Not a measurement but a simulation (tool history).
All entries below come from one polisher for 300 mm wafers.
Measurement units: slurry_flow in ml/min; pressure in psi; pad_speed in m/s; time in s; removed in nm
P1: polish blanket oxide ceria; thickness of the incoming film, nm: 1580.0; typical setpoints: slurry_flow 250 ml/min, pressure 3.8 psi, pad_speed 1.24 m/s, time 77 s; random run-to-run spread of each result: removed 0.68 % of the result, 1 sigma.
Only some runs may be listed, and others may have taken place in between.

run    day  slurry_flow  pressure  pad_speed  time  removed
  1  0.388          250       3.8       1.24    77   456.27
  2  0.954          250       3.8       1.24    44   259.80
  3  1.504          250       3.8       1.78    77   653.98
  4  1.817          250       3.8       0.80    77   293.36
  5  2.292          380       3.8       1.24    53   322.07
  6  2.688          250       3.8       1.24    77   445.43
  7  3.288          250       2.3       1.24    77   278.04
  8  3.888          250       3.8       1.24    77   456.01
  9  4.179          250       3.8       1.24    77   457.61
 10  4.762          250       3.8       1.24   111   653.96
 11  5.092          150       3.8       1.24    77   423.69
     5.483  -- head pressure recalibrated
 12  5.662          250       5.7       1.24    77   675.24
 13  6.046          395       3.8       1.24    77   474.35
 14  6.600          250       3.8       1.24    77   458.57
 15  7.008          250       3.8       1.24    77   453.40
 16  7.604          250       3.8       1.24    77   444.34
 17  7.967          250       3.8       1.24    77   443.21

For run 18, what comes out?
 18  8.575          250       3.8       1.24    77        ?

removed: 433.16 nm
